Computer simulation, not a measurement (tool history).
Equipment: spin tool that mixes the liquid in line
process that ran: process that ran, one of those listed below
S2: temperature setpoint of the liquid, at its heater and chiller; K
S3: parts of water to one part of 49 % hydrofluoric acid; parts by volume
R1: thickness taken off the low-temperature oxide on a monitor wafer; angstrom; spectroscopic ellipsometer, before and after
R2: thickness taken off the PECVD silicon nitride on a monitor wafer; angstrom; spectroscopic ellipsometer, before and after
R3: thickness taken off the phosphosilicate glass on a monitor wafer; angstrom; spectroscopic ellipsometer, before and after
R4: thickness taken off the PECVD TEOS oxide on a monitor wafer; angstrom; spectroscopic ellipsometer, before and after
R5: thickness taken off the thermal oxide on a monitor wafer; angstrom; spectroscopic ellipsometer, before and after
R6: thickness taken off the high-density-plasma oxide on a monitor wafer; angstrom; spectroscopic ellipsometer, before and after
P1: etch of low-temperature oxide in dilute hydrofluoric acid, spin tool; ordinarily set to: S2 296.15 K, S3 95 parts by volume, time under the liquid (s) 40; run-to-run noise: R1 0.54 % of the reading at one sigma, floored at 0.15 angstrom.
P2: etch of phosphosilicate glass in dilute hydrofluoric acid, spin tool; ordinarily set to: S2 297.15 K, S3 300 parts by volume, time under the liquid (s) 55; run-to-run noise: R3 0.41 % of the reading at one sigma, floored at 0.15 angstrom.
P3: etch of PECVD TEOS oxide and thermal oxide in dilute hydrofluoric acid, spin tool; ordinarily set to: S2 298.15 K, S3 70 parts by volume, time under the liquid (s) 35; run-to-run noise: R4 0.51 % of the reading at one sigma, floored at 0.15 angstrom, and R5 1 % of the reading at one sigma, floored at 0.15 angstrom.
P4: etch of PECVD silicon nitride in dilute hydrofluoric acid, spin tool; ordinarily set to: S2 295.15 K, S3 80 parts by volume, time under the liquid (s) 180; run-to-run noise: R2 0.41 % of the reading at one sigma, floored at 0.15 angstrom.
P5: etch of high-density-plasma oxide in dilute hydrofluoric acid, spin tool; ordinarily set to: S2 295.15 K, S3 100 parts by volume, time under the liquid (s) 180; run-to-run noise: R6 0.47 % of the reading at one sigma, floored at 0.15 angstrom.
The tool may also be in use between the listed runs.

{"run": 1, "hour": 10.6, "process that ran": "P1", "S2": 296.15, "S3": 95, "time under the liquid (s)": 40, "R1": 42.112}
{"run": 2, "hour": 19.8, "process that ran": "P4", "S2": 290.15, "S3": 80, "time under the liquid (s)": 180, "R2": 65.036}
{"run": 3, "hour": 29.8, "process that ran": "P1", "S2": 302.15, "S3": 95, "time under the liquid (s)": 40, "R1": 53.165}
{"run": 4, "hour": 41.5, "process that ran": "P1", "S2": 296.15, "S3": 95, "time under the liquid (s)": 40, "R1": 42}
{"run": 5, "hour": 52.1, "process that ran": "P1", "S2": 302.65, "S3": 95, "time under the liquid (s)": 70, "R1": 95.161}
{"run": 6, "hour": 57.8, "process that ran": "P1", "S2": 301.15, "S3": 95, "time under the liquid (s)": 70, "R1": 89.813}
{"run": 7, "hour": 64.1, "process that ran": "P4", "S2": 295.15, "S3": 20, "time under the liquid (s)": 180, "R2": 349.68}
{"run": 8, "hour": 70.8, "process that ran": "P2", "S2": 297.15, "S3": 300, "time under the liquid (s)": 15, "R3": 24.463}
{"run": 9, "hour": 81.1, "process that ran": "P3", "S2": 306.15, "S3": 70, "time under the liquid (s)": 35, "R4": 204.48, "R5": 34.122}
{"run": 10, "hour": 91.3, "process that ran": "P5", "S2": 295.15, "S3": 100, "time under the liquid (s)": 300, "R6": 245.63}
{"run": 11, "hour": 99.5, "process that ran": "P1", "S2": 296.15, "S3": 95, "time under the liquid (s)": 40, "R1": 42.238}
{"run": 12, "hour": 108.5, "process that ran": "P1", "S2": 296.15, "S3": 95, "time under the liquid (s)": 40, "R1": 41.945}
{"run": 13, "hour": 120.5, "process that ran": "P4", "S2": 295.15, "S3": 80, "time under the liquid (s)": 180, "R2": 92.029}
{"run": 14, "hour": 129.3, "process that ran": "P3", "S2": 298.15, "S3": 70, "time under the liquid (s)": 35, "R4": 148.41, "R5": 25.028}
{"run": 15, "hour": 138.7, "process that ran": "P1", "S2": 296.15, "S3": 95, "time under the liquid (s)": 40, "R1": 42.287}
{"run": 16, "hour": 149.1, "process that ran": "P5", "S2": 295.15, "S3": 160, "time under the liquid (s)": 180, "R6": 85.707}
{"run": 17, "hour": 159.2, "process that ran": "P4", "S2": 295.15, "S3": 80, "time under the liquid (s)": 310, "R2": 157.49}
{"run": 18, "hour": 165.2, "process that ran": "P2", "S2": 290.15, "S3": 300, "time under the liquid (s)": 55, "R3": 68.887}
{"run": 19, "hour": 174.6, "process that ran": "P1", "S2": 296.15, "S3": 95, "time under the liquid (s)": 65, "R1": 68.597}
{"run": 20, "hour": 181.6, "process that ran": "P2", "S2": 297.15, "S3": 300, "time under the liquid (s)": 55, "R3": 89.78}
{"run": 21, "hour": 193.4, "process that ran": "P1", "S2": 296.15, "S3": 95, "time under the liquid (s)": 40, "R1": 42.211}
{"run": 22, "hour": 204.1, "process that ran": "P2", "S2": 297.15, "S3": 300, "time under the liquid (s)": 55, "R3": 89.705}
{"run": 23, "hour": 215.2, "process that ran": "P1", "S2": 292.15, "S3": 95, "time under the liquid (s)": 40, "R1": 35.96}
{"run": 24, "hour": 226.1, "process that ran": "P3", "S2": 298.15, "S3": 115, "time under the liquid (s)": 35, "R4": 85.732, "R5": 14.294}
{"run": 25, "hour": 234.9, "process that ran": "P5", "S2": 290.15, "S3": 100, "time under the liquid (s)": 180, "R6": 119.81}
{"run": 26, "hour": 246.2, "process that ran": "P1", "S2": 296.15, "S3": 165, "time under the liquid (s)": 40, "R1": 22.464}
{"run": 27, "hour": 259.1, "process that ran": "P3", "S2": 298.15, "S3": 70, "time under the liquid (s)": 15, "R4": 63.902, "R5": 10.972}
{"run": 28, "hour": 268.7, "process that ran": "P1", "S2": 296.15, "S3": 30, "time under the liquid (s)": 40, "R1": 144.7}
{"run": 29, "hour": 280.5, "process that ran": "P1", "S2": 296.15, "S3": 95, "time under the liquid (s)": 15, "R1": 15.637}
{"run": 30, "hour": 288.9, "process that ran": "P5", "S2": 295.15, "S3": 100, "time under the liquid (s)": 180, "R6": 146.3}
{"run": 31, "hour": 297.6, "process that ran": "P2", "S2": 297.15, "S3": 50, "time under the liquid (s)": 55, "R3": 709.5}
{"run": 32, "hour": 307.9, "process that ran": "P1", "S2": 303.15, "S3": 35, "time under the liquid (s)": 40, "R1": 162.99}
{"run": 33, "hour": 314.3, "process that ran": "P1", "S2": 296.15, "S3": 95, "time under the liquid (s)": 40, "R1": 41.972}
{"run": 34, "hour": 321.1, "process that ran": "P1", "S2": 296.15, "S3": 95, "time under the liquid (s)": 40, "R1": 41.083}
{"run": 35, "hour": 327.0, "process that ran": "P1", "S2": 296.15, "S3": 95, "time under the liquid (s)": 40, "R1": 40.845}
{"run": 36, "hour": 338.1, "process that ran": "P1", "S2": 296.15, "S3": 95, "time under the liquid (s)": 40, "R1": 40.299}
{"run": 37, "hour": 343.8, "process that ran": "P1", "S2": 296.15, "S3": 95, "time under the liquid (s)": 40, "R1": 40.74}
{"run": 38, "hour": 350.9, "process that ran": "P1", "S2": 296.15, "S3": 95, "time under the liquid (s)": 40, "R1": 39.927}
{"run": 39, "hour": 361.4, "process that ran": "P1", "S2": 296.15, "S3": 95, "time under the liquid (s)": 40, "R1": 39.732}
{"run": 40, "hour": 372.0, "process that ran": "P1", "S2": 296.15, "S3": 95, "time under the liquid (s)": 40, "R1": 39.492}
{"run": 41, "hour": 377.8, "process that ran": "P1", "S2": 296.15, "S3": 95, "time under the liquid (s)": 40, "R1": 40.101}

The log shows P1 creeping away from where it was. Any of the 2 causes listed here, at the size stated for it, fits the log just as well as the others:
A: hydrofluoric acid flow below the setpoint (%) = 5.23
B: liquid colder than its thermometer reads (K) = 1.49
The onset of the drift is placed at about hour 314.3.

The check runs listed below each take one wafer, and their results are still question marks. Under which run would the listed causes lead to clearly different results?
{"run": "check 1", "hour": 383.6, "process that ran": "P2", "S2": 297.15, "S3": 80, "time under the liquid (s)": 55, "R3": "?"}
{"run": "check 2", "hour": 383.6, "process that ran": "P5", "S2": 290.15, "S3": 150, "time under the liquid (s)": 180, "R6": "?"}
{"run": "check 3", "hour": 383.6, "process that ran": "P3", "S2": 304.65, "S3": 70, "time under the liquid (s)": 35, "R4": "?", "R5": "?"}
{"run": "check 4", "hour": 383.6, "process that ran": "P4", "S2": 295.15, "S3": 80, "time under the liquid (s)": 310, "R2": "?"}

Check results expected under each cause:
check=check_1 result=R3 if_A=404.13 if_B=403.7
check=check_2 result=R6 if_A=71.144 if_B=71.157
check=check_3 result=R4 if_A=181.66 if_B=182.13
check=check_3 result=R5 if_A=30.146 if_B=30.224
check=check_4 result=R2 if_A=149.54 if_B=142.44
Separation of the two closest causes in each check, using whichever result separates them best: check 1 0.11 %; check 2 0.02 %; check 3 0.26 %; check 4 4.86 %
Check 4 is the one run that separates the causes; every other check would come out nearly the same whichever cause is at work.

Running check 4 produced the following: R2 150.99 angstrom. Which one of the listed causes fits?

It is A: hydrofluoric acid flow below the setpoint (%).
